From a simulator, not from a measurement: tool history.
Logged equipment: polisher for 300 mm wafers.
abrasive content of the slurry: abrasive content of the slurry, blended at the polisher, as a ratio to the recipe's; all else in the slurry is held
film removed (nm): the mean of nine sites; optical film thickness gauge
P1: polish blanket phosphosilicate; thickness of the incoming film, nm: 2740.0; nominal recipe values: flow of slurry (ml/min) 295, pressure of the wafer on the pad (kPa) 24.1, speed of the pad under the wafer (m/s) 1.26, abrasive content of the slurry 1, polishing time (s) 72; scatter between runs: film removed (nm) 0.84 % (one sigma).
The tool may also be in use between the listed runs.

| run | hour | flow of slurry (ml/min) | pressure of the wafer on the pad (kPa) | speed of the pad under the wafer (m/s) | abrasive content of the slurry | polishing time (s) | wafers polished on this pad | hours since the slurry nozzle was cleaned | hours since the head pressure was calibrated | hours since the slurry blender was calibrated | hours since the conditioning disc was replaced | film removed (nm) |
|---|---|---|---|---|---|---|---|---|---|---|---|---|
| 1 | 13.9 | 295 | 24.1 | 1.26 | 1 | 72 | 454 | 492.7 | 573.6 | 213.7 | 187.1 | 1009 |
| 2 | 23.2 | 295 | 24.1 | 1.26 | 1 | 72 | 574 | 502 | 582.9 | 223 | 196.4 | 990.66 |
| 3 | 37.8 | 295 | 24.1 | 1.26 | 1 | 72 | 763 | 516.6 | 597.5 | 237.6 | 211 | 987.31 |
| 4 | 53.3 | 295 | 24.1 | 1.26 | 1 | 32 | 963 | 532.1 | 613 | 253.1 | 226.5 | 439.23 |
| 5 | 64 | 295 | 24.1 | 1.26 | 1 | 107 | 1101 | 542.8 | 623.7 | 263.8 | 237.2 | 1469.1 |
| 6 | 73.4 | 295 | 24.1 | 1.26 | 1 | 72 | 1222 | 552.2 | 633.1 | 273.2 | 246.6 | 982.36 |
| 7 | 87.4 | 295 | 24.1 | 0.66 | 1 | 110 | 1403 | 566.2 | 647.1 | 287.2 | 260.6 | 909.71 |
| 8 | 99.5 | 295 | 24.1 | 1.26 | 1 | 72 | 1559 | 578.3 | 659.2 | 299.3 | 272.7 | 985.04 |
|  | 105.3 | slurry blender recalibrated |
| 9 | 113 | 295 | 24.1 | 1.78 | 1 | 72 | 1733 | 591.8 | 672.7 | 7.7 | 286.2 | 1318.2 |
| 10 | 127.6 | 295 | 24.1 | 1.26 | 1.35 | 72 | 1922 | 606.4 | 687.3 | 22.3 | 300.8 | 1117.3 |
| 11 | 141.8 | 295 | 24.1 | 0.58 | 1 | 72 | 2105 | 620.6 | 701.5 | 36.5 | 315 | 531.05 |
| 12 | 154.7 | 175 | 24.1 | 1.26 | 1 | 72 | 2272 | 633.5 | 714.4 | 49.4 | 327.9 | 949.05 |
| 13 | 168.5 | 295 | 15.2 | 1.26 | 1 | 72 | 2450 | 647.3 | 728.2 | 63.2 | 341.7 | 618.64 |
| 14 | 179.5 | 295 | 34.5 | 0.8 | 1 | 72 | 2592 | 658.3 | 739.2 | 74.2 | 352.7 | 998.64 |
| 15 | 195 | 445 | 24.1 | 1.26 | 1 | 72 | 2792 | 673.8 | 754.7 | 89.7 | 368.2 | 1011.6 |
| 16 | 205.9 | 295 | 24.1 | 1.26 | 0.5 | 72 | 2932 | 684.7 | 765.6 | 100.6 | 379.1 | 688.78 |
| 17 | 216.2 | 175 | 24.1 | 1.68 | 1 | 72 | 3065 | 695 | 775.9 | 110.9 | 389.4 | 1178.5 |
| 18 | 226.4 | 295 | 35.9 | 1.26 | 1 | 72 | 3197 | 705.2 | 786.1 | 121.1 | 399.6 | 1487.3 |
| 19 | 238.8 | 295 | 24.1 | 1.26 | 1 | 72 | 3357 | 717.6 | 798.5 | 133.5 | 412 | 994.12 |
| 20 | 255.1 | 295 | 24.1 | 1.26 | 1 | 72 | 3567 | 733.9 | 814.8 | 149.8 | 428.3 | 986.29 |
| 21 | 267.2 | 295 | 24.1 | 1.26 | 1 | 72 | 3724 | 746 | 826.9 | 161.9 | 440.4 | 950.44 |
| 22 | 281.3 | 295 | 24.1 | 1.26 | 1 | 72 | 3906 | 760.1 | 841 | 176 | 454.5 | 932.08 |
| 23 | 296.4 | 295 | 24.1 | 1.26 | 1 | 72 | 4101 | 775.2 | 856.1 | 191.1 | 469.6 | 913.85 |
|  | 300.4 | slurry nozzle cleaned |
| 24 | 310.9 | 295 | 24.1 | 1.26 | 1 | 72 | 4288 | 10.6 | 870.6 | 205.6 | 484.1 | 901.35 |
|  | 316.9 | conditioning disc replaced and pad reconditioned |
|  | 317.9 | head pressure recalibrated |
| 25 | 321.1 | 295 | 24.1 | 1.26 | 1 | 72 | 4419 | 20.8 | 3.2 | 215.8 | 4.2 | 894.78 |
| 26 | 332.3 | 295 | 24.1 | 1.26 | 1 | 72 | 4564 | 32 | 14.4 | 227 | 15.4 | 884.27 |
| 27 | 345.8 | 295 | 24.1 | 1.26 | 1 | 72 | 4738 | 45.5 | 27.9 | 240.5 | 28.9 | 890.09 |

Compared with where it was, what P1 gives has crept away. Each cause listed below fits the log as well as the rest, at the size given for it:
A: removal rate lost through wear of the pad, % = 10.5
B: abrasive missing from the slurry, % = 20.4
The process output started creeping at around hour 255.1.
The rest of the possible causes, and what rules out each one:
slurry flow missing at the pad, %: serviced at hour 300.4, after the drift had started, without restoring the earlier output
head's pressure below its setpoint, %: serviced at hour 317.9, after the drift had started, without restoring the earlier output
time polished since the conditioner stopped cutting, s: serviced at hour 316.9, after the drift had started, without restoring the earlier output

You are offered 4 check runs, listed below with question marks in place of their results; each one averages 5 wafers. Which run separates the listed causes by giving clearly different results for each?
| check 1 | 359.3 | 295 | 18.6 | 1.26 | 1 | 72 |  |  |  |  |  | ? |
| check 2 | 359.3 | 295 | 24.1 | 0.6 | 1 | 72 |  |  |  |  |  | ? |
| check 3 | 359.3 | 295 | 24.1 | 1.26 | 1 | 107 |  |  |  |  |  | ? |
| check 4 | 359.3 | 295 | 17.9 | 1.26 | 0.55 | 72 |  |  |  |  |  | ? |

What every check run would give for each of its results, assuming each possible cause in turn:
| check | result | if A | if B |
|---|---|---|---|
| check 1 | film removed (nm) | 687.25 | 687.76 |
| check 2 | film removed (nm) | 492.09 | 492.45 |
| check 3 | film removed (nm) | 1323.9 | 1324.9 |
| check 4 | film removed (nm) | 482.39 | 466.9 |
Per-check spread between the two closest causes, in the result where they differ most: check 1 0.07 %; check 2 0.07 %; check 3 0.07 %; check 4 3.26 %
Check 4 distinguishes between the causes, while the remaining checks would return nearly the same result for all of them.

With check 4 done, the readings were: film removed (nm) 466.45. Identify which of the listed causes applies.

It was cause B: abrasive missing from the slurry, %.
